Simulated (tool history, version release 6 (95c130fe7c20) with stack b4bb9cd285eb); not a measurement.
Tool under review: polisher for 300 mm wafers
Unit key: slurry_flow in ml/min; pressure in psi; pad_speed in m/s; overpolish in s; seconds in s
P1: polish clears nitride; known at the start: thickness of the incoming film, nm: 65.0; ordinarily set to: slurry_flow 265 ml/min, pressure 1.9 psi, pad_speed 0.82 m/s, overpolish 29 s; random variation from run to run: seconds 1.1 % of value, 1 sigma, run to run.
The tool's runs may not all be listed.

run,hour,slurry_flow,pressure,pad_speed,overpolish,seconds
1,6.7,265,1.9,0.82,29,139.92
2,13.9,265,1.9,1.22,29,93.982
# hour 17.1: slurry nozzle cleaned
3,19.6,265,1.9,0.44,49,262.43
4,24.8,265,1.9,0.82,29,136.93
5,32.2,265,3,0.82,29,89.305
6,40.4,265,1.9,0.82,51,140.35
7,47.2,265,2.8,0.82,9,92.838
8,53.8,265,1.9,0.82,9,140.67
9,59,335,1.9,0.82,29,136.13
10,67.8,265,3,0.82,47,88.369
11,75.9,265,1.9,0.82,29,140.31
12,83.5,265,1.9,0.38,29,299.24
13,87.4,265,0.9,0.82,29,294.16
14,94.2,265,1.9,0.82,29,141.31
15,99.9,160,1.9,0.82,29,146.92
16,106.7,265,1.9,0.82,29,138.42
17,114.3,265,1.9,0.82,29,140.12
18,123,265,1.9,0.82,29,139.67
19,131,265,1.9,0.82,29,142.26
20,136.4,265,1.9,0.82,29,142.38
21,144.3,265,1.9,0.82,29,143.6

Estimate the outcome of run 22 from the log above:
22,148.4,265,1.9,0.82,29,?

For run 22 the tool returned seconds 146.96 s.
